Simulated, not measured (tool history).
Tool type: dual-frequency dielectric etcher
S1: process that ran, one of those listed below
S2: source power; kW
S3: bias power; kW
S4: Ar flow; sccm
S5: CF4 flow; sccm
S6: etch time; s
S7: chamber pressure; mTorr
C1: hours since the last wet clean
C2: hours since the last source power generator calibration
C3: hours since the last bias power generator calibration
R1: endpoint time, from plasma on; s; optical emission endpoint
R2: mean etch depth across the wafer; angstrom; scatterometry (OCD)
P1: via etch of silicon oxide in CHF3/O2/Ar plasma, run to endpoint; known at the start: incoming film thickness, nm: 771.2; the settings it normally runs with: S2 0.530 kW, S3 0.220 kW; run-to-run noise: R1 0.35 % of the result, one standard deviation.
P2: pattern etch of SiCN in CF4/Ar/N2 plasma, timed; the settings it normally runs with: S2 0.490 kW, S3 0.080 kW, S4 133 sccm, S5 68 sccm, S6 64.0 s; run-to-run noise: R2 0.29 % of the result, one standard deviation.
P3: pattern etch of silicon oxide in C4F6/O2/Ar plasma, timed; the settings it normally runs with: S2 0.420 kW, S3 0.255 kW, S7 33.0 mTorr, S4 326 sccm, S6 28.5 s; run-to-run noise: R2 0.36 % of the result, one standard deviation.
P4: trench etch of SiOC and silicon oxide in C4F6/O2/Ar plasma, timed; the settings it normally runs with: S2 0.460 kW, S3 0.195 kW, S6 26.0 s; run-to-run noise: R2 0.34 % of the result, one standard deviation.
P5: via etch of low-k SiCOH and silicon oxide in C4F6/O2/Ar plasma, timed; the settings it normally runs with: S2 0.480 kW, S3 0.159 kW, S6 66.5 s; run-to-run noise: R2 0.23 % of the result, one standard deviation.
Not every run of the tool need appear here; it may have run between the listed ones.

Run 1, day 0.562: S1 P1, S2 0.530 kW, S3 0.220 kW; C1 287.9; C2 1390.4; C3 963.3. Result: R1 383.43 s.
Run 2, day 1.138: S1 P2, S2 0.490 kW, S3 0.080 kW, S4 133 sccm, S5 46 sccm, S6 64.0 s; C1 301.7; C2 1404.2; C3 977.1. Result: R2 567.40 angstrom.
Run 3, day 1.779: S1 P3, S2 0.420 kW, S3 0.255 kW, S4 326 sccm, S6 28.5 s, S7 33.0 mTorr; C1 317.1; C2 1419.6; C3 992.5. Result: R2 1011.30 angstrom.
Run 4, day 2.383: S1 P2, S2 0.490 kW, S3 0.080 kW, S4 108 sccm, S5 68 sccm, S6 64.0 s; C1 331.6; C2 1434.1; C3 1007.0. Result: R2 618.00 angstrom.
Run 5, day 2.962: S1 P1, S2 0.530 kW, S3 0.306 kW; C1 345.5; C2 1448.0; C3 1020.9. Result: R1 340.69 s.
Run 6, day 3.346: S1 P5, S2 0.480 kW, S3 0.159 kW, S6 66.5 s; C1 354.7; C2 1457.2; C3 1030.1. Result: R2 1926.30 angstrom.
Run 7, day 3.650: S1 P3, S2 0.420 kW, S3 0.327 kW, S4 326 sccm, S6 28.5 s, S7 33.0 mTorr; C1 362.0; C2 1464.5; C3 1037.4. Result: R2 1096.60 angstrom.
Run 8, day 4.008: S1 P2, S2 0.490 kW, S3 0.113 kW, S4 133 sccm, S5 68 sccm, S6 64.0 s; C1 370.6; C2 1473.1; C3 1046.0. Result: R2 682.70 angstrom.
Run 9, day 4.592: S1 P1, S2 0.730 kW, S3 0.169 kW; C1 384.6; C2 1487.1; C3 1060.0. Result: R1 371.24 s.
Run 10, day 5.079: S1 P1, S2 0.530 kW, S3 0.220 kW; C1 396.3; C2 1498.8; C3 1071.7. Result: R1 383.17 s.
Run 11, day 5.762: S1 P4, S2 0.280 kW, S3 0.195 kW, S6 26.0 s; C1 412.7; C2 1515.2; C3 1088.1. Result: R2 479.25 angstrom.
Run 12, day 6.208: S1 P4, S2 0.460 kW, S3 0.195 kW, S6 26.0 s; C1 423.4; C2 1525.9; C3 1098.8. Result: R2 581.93 angstrom.
Run 13, day 6.892: S1 P3, S2 0.420 kW, S3 0.255 kW, S4 326 sccm, S6 19.0 s, S7 33.0 mTorr; C1 439.8; C2 1542.3; C3 1115.2. Result: R2 676.36 angstrom.
Run 14, day 7.296: S1 P4, S2 0.460 kW, S3 0.195 kW, S6 16.5 s; C1 449.5; C2 1552.0; C3 1124.9. Result: R2 367.68 angstrom.
Run 15, day 7.979: S1 P1, S2 0.530 kW, S3 0.220 kW; C1 465.9; C2 1568.4; C3 1141.3. Result: R1 382.55 s.
Run 16, day 8.283: S1 P1, S2 0.530 kW, S3 0.137 kW; C1 473.2; C2 1575.7; C3 1148.6. Result: R1 450.05 s.
Run 17, day 8.967: S1 P1, S2 0.530 kW, S3 0.220 kW; C1 489.6; C2 1592.1; C3 1165.0. Result: R1 383.05 s.
Run 18, day 9.404: S1 P4, S2 0.460 kW, S3 0.270 kW, S6 26.0 s; C1 500.1; C2 1602.6; C3 1175.5. Result: R2 648.79 angstrom.
Run 19, day 10.079: S1 P3, S2 0.420 kW, S3 0.255 kW, S4 326 sccm, S6 28.5 s, S7 39.5 mTorr; C1 516.3; C2 1618.8; C3 1191.7. Result: R2 989.62 angstrom.
Run 20, day 10.479: S1 P1, S2 0.410 kW, S3 0.220 kW; C1 525.9; C2 1628.4; C3 1201.3. Result: R1 423.85 s.
Run 21, day 10.992: S1 P1, S2 0.530 kW, S3 0.220 kW; C1 538.2; C2 1640.7; C3 1213.6. Result: R1 382.78 s.
Run 22, day 11.650: S1 P5, S2 0.480 kW, S3 0.206 kW, S6 66.5 s; C1 554.0; C2 1656.5; C3 1229.4. Result: R2 2083.30 angstrom.
Run 23, day 12.258: S1 P2, S2 0.310 kW, S3 0.080 kW, S4 133 sccm, S5 68 sccm, S6 64.0 s; C1 568.6; C2 1671.1; C3 1244.0. Result: R2 403.21 angstrom.
Run 24, day 12.883: S1 P2, S2 0.490 kW, S3 0.080 kW, S4 133 sccm, S5 68 sccm, S6 64.0 s; C1 583.6; C2 1686.1; C3 1259.0. Result: R2 600.20 angstrom.
Run 25, day 13.346: S1 P3, S2 0.420 kW, S3 0.255 kW, S4 430 sccm, S6 28.5 s, S7 33.0 mTorr; C1 594.7; C2 1697.2; C3 1270.1. Result: R2 979.00 angstrom.

The next listed run, before its measurement:
Run 26, day 13.792: S1 P1, S2 0.710 kW, S3 0.220 kW; C1 605.4; C2 1707.9; C3 1280.8. Result: R1 ?.

R1: 343.08 s
